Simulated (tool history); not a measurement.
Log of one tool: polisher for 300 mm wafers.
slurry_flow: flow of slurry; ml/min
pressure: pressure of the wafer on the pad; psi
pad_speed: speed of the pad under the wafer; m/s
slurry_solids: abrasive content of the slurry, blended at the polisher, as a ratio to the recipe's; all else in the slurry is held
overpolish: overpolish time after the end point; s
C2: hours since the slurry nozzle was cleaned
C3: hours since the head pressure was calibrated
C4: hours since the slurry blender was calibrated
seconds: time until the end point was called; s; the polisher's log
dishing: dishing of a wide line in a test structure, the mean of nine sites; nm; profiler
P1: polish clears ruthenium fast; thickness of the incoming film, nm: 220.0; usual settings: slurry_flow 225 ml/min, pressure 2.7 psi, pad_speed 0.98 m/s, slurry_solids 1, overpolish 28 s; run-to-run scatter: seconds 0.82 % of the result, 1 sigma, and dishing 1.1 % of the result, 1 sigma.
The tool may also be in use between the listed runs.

{"run": 1, "hour": 4.4, "slurry_flow": 225, "pressure": 2.7, "pad_speed": 0.98, "slurry_solids": 1, "overpolish": 28, "wafers polished on this pad": 874, "C2": 186.2, "C3": 272.8, "C4": 186.6, "seconds": 66.69, "dishing": 52.778}
{"run": 2, "hour": 11.5, "slurry_flow": 225, "pressure": 2.7, "pad_speed": 0.98, "slurry_solids": 1, "overpolish": 28, "wafers polished on this pad": 939, "C2": 193.3, "C3": 279.9, "C4": 193.7, "seconds": 66.4, "dishing": 54.307}
{"run": 3, "hour": 18.0, "slurry_flow": 225, "pressure": 2.7, "pad_speed": 0.98, "slurry_solids": 0.65, "overpolish": 28, "wafers polished on this pad": 999, "C2": 199.8, "C3": 286.4, "C4": 200.2, "seconds": 82.015, "dishing": 46.286}
{"run": 4, "hour": 21.9, "slurry_flow": 135, "pressure": 2.7, "pad_speed": 0.98, "slurry_solids": 1, "overpolish": 28, "wafers polished on this pad": 1035, "C2": 203.7, "C3": 290.3, "C4": 204.1, "seconds": 71.201, "dishing": 50.251}
{"hour": 27.4, "done": "worn pad replaced by a new one"}
{"run": 5, "hour": 27.7, "slurry_flow": 225, "pressure": 2.7, "pad_speed": 0.98, "slurry_solids": 1, "overpolish": 28, "wafers polished on this pad": 3, "C2": 209.5, "C3": 296.1, "C4": 209.9, "seconds": 66.116, "dishing": 52.785}
{"run": 6, "hour": 34.0, "slurry_flow": 310, "pressure": 2.7, "pad_speed": 0.98, "slurry_solids": 1, "overpolish": 28, "wafers polished on this pad": 61, "C2": 215.8, "C3": 302.4, "C4": 216.2, "seconds": 64.709, "dishing": 53.04}
{"hour": 35.6, "done": "head pressure recalibrated"}
{"run": 7, "hour": 41.2, "slurry_flow": 225, "pressure": 2.7, "pad_speed": 1.52, "slurry_solids": 1, "overpolish": 28, "wafers polished on this pad": 127, "C2": 223, "C3": 5.6, "C4": 223.4, "seconds": 43.367, "dishing": 64.49}
{"run": 8, "hour": 46.1, "slurry_flow": 225, "pressure": 2.7, "pad_speed": 0.98, "slurry_solids": 1, "overpolish": 28, "wafers polished on this pad": 172, "C2": 227.9, "C3": 10.5, "C4": 228.3, "seconds": 67.031, "dishing": 52.602}
{"run": 9, "hour": 52.8, "slurry_flow": 225, "pressure": 2.7, "pad_speed": 0.52, "slurry_solids": 1, "overpolish": 28, "wafers polished on this pad": 233, "C2": 234.6, "C3": 17.2, "C4": 235, "seconds": 124.4, "dishing": 35.438}
{"run": 10, "hour": 56.7, "slurry_flow": 135, "pressure": 2.7, "pad_speed": 0.98, "slurry_solids": 1, "overpolish": 39, "wafers polished on this pad": 269, "C2": 238.5, "C3": 21.1, "C4": 238.9, "seconds": 71.094, "dishing": 59.365}
{"run": 11, "hour": 64.8, "slurry_flow": 225, "pressure": 2.7, "pad_speed": 0.98, "slurry_solids": 1.35, "overpolish": 44, "wafers polished on this pad": 343, "C2": 246.6, "C3": 29.2, "C4": 247, "seconds": 58.52, "dishing": 67.141}
{"run": 12, "hour": 70.6, "slurry_flow": 225, "pressure": 2.7, "pad_speed": 0.98, "slurry_solids": 1.5, "overpolish": 28, "wafers polished on this pad": 397, "C2": 252.4, "C3": 35, "C4": 252.8, "seconds": 55.479, "dishing": 56.768}
{"run": 13, "hour": 75.7, "slurry_flow": 225, "pressure": 2.7, "pad_speed": 0.56, "slurry_solids": 1.4, "overpolish": 28, "wafers polished on this pad": 443, "C2": 257.5, "C3": 40.1, "C4": 257.9, "seconds": 100.2, "dishing": 40.59}
{"run": 14, "hour": 82.8, "slurry_flow": 225, "pressure": 2.7, "pad_speed": 0.98, "slurry_solids": 1, "overpolish": 55, "wafers polished on this pad": 509, "C2": 264.6, "C3": 47.2, "C4": 265, "seconds": 65.754, "dishing": 68.715}
{"run": 15, "hour": 89.5, "slurry_flow": 225, "pressure": 2.7, "pad_speed": 0.98, "slurry_solids": 1, "overpolish": 28, "wafers polished on this pad": 570, "C2": 271.3, "C3": 53.9, "C4": 271.7, "seconds": 66.928, "dishing": 52.453}
{"run": 16, "hour": 93.6, "slurry_flow": 225, "pressure": 2.7, "pad_speed": 0.98, "slurry_solids": 1, "overpolish": 8, "wafers polished on this pad": 608, "C2": 275.4, "C3": 58, "C4": 275.8, "seconds": 66.234, "dishing": 22.042}
{"run": 17, "hour": 100.0, "slurry_flow": 225, "pressure": 1.3, "pad_speed": 0.98, "slurry_solids": 1, "overpolish": 28, "wafers polished on this pad": 666, "C2": 281.8, "C3": 64.4, "C4": 282.2, "seconds": 137.96, "dishing": 32.412}
{"run": 18, "hour": 107.8, "slurry_flow": 225, "pressure": 2.7, "pad_speed": 0.98, "slurry_solids": 1, "overpolish": 28, "wafers polished on this pad": 738, "C2": 289.6, "C3": 72.2, "C4": 290, "seconds": 66.518, "dishing": 52.284}
{"run": 19, "hour": 115.2, "slurry_flow": 225, "pressure": 3.9, "pad_speed": 0.98, "slurry_solids": 1, "overpolish": 28, "wafers polished on this pad": 806, "C2": 297, "C3": 79.6, "C4": 297.4, "seconds": 45.675, "dishing": 62.759}
{"run": 20, "hour": 119.3, "slurry_flow": 225, "pressure": 2.7, "pad_speed": 0.98, "slurry_solids": 1, "overpolish": 28, "wafers polished on this pad": 844, "C2": 301.1, "C3": 83.7, "C4": 301.5, "seconds": 66.805, "dishing": 52.627}
{"run": 21, "hour": 125.1, "slurry_flow": 225, "pressure": 2.7, "pad_speed": 0.98, "slurry_solids": 1, "overpolish": 28, "wafers polished on this pad": 897, "C2": 306.9, "C3": 89.5, "C4": 307.3, "seconds": 68.721, "dishing": 50.945}
{"run": 22, "hour": 129.1, "slurry_flow": 225, "pressure": 2.7, "pad_speed": 0.98, "slurry_solids": 1, "overpolish": 28, "wafers polished on this pad": 934, "C2": 310.9, "C3": 93.5, "C4": 311.3, "seconds": 68.539, "dishing": 52.267}
{"run": 23, "hour": 134.6, "slurry_flow": 225, "pressure": 2.7, "pad_speed": 0.98, "slurry_solids": 1, "overpolish": 28, "wafers polished on this pad": 984, "C2": 316.4, "C3": 99, "C4": 316.8, "seconds": 70.042, "dishing": 51.214}
{"run": 24, "hour": 139.9, "slurry_flow": 225, "pressure": 2.7, "pad_speed": 0.98, "slurry_solids": 1, "overpolish": 28, "wafers polished on this pad": 1033, "C2": 321.7, "C3": 104.3, "C4": 322.1, "seconds": 71.361, "dishing": 50.128}
{"hour": 140.9, "done": "head pressure recalibrated"}
{"hour": 144.4, "done": "worn pad replaced by a new one"}
{"run": 25, "hour": 144.9, "slurry_flow": 225, "pressure": 2.7, "pad_speed": 0.98, "slurry_solids": 1, "overpolish": 28, "wafers polished on this pad": 4, "C2": 326.7, "C3": 4.1, "C4": 327.1, "seconds": 71.613, "dishing": 50.919}
{"run": 26, "hour": 150.6, "slurry_flow": 225, "pressure": 2.7, "pad_speed": 0.98, "slurry_solids": 1, "overpolish": 28, "wafers polished on this pad": 57, "C2": 332.4, "C3": 9.8, "C4": 332.8, "seconds": 71.694, "dishing": 49.985}
{"run": 27, "hour": 158.5, "slurry_flow": 225, "pressure": 2.7, "pad_speed": 0.98, "slurry_solids": 1, "overpolish": 28, "wafers polished on this pad": 129, "C2": 340.3, "C3": 17.7, "C4": 340.7, "seconds": 71.475, "dishing": 51.126}

What P1 gives has crept away from where it was. These 2 causes fit the log equally well, each at the size given:
A: slurry flow missing at the pad, % = 39.5
B: abrasive missing from the slurry, % = 14.8
The creep began at about hour 119.3.
Why every other cause is out:
removal rate lost through wear of the pad, %: serviced at hour 144.4, which brought nothing back
head's pressure below its setpoint, %: serviced at hour 140.9, which brought nothing back

4 check runs are offered, each on 3 wafers whose results are averaged, their results left as question marks. Which one tells the causes apart?
{"run": "check 1", "hour": 166.4, "slurry_flow": 225, "pressure": 2.7, "pad_speed": 1.38, "slurry_solids": 1, "overpolish": 28, "seconds": "?", "dishing": "?"}
{"run": "check 2", "hour": 166.4, "slurry_flow": 150, "pressure": 3.8, "pad_speed": 0.98, "slurry_solids": 1, "overpolish": 28, "seconds": "?", "dishing": "?"}
{"run": "check 3", "hour": 166.4, "slurry_flow": 225, "pressure": 1.6, "pad_speed": 0.66, "slurry_solids": 1, "overpolish": 28, "seconds": "?", "dishing": "?"}
{"run": "check 4", "hour": 166.4, "slurry_flow": 225, "pressure": 2.7, "pad_speed": 1.3, "slurry_solids": 1, "overpolish": 52, "seconds": "?", "dishing": "?"}

What each check would give under each cause:
check=check_1 result=seconds if_A=50.767 if_B=50.775
check=check_1 result=dishing if_A=60.006 if_B=60.002
check=check_2 result=seconds if_A=55.708 if_B=53.853
check=check_2 result=dishing if_A=57.521 if_B=58.438
check=check_3 result=seconds if_A=179.13 if_B=179.15
check=check_3 result=dishing if_A=26.597 if_B=26.594
check=check_4 result=seconds if_A=53.891 if_B=53.9
check=check_4 result=dishing if_A=71.891 if_B=71.888
How far apart the two closest causes lie, in the result that separates them most: check 1 0.02 %; check 2 3.39 %; check 3 0.02 %; check 4 0.02 %
Only check 2 tells the causes apart: in the others they would give nearly the same result.

Check 2 was then run and gave: seconds 55.707 s; dishing 57.308 nm. Which cause is it?

It is A: slurry flow missing at the pad, %.

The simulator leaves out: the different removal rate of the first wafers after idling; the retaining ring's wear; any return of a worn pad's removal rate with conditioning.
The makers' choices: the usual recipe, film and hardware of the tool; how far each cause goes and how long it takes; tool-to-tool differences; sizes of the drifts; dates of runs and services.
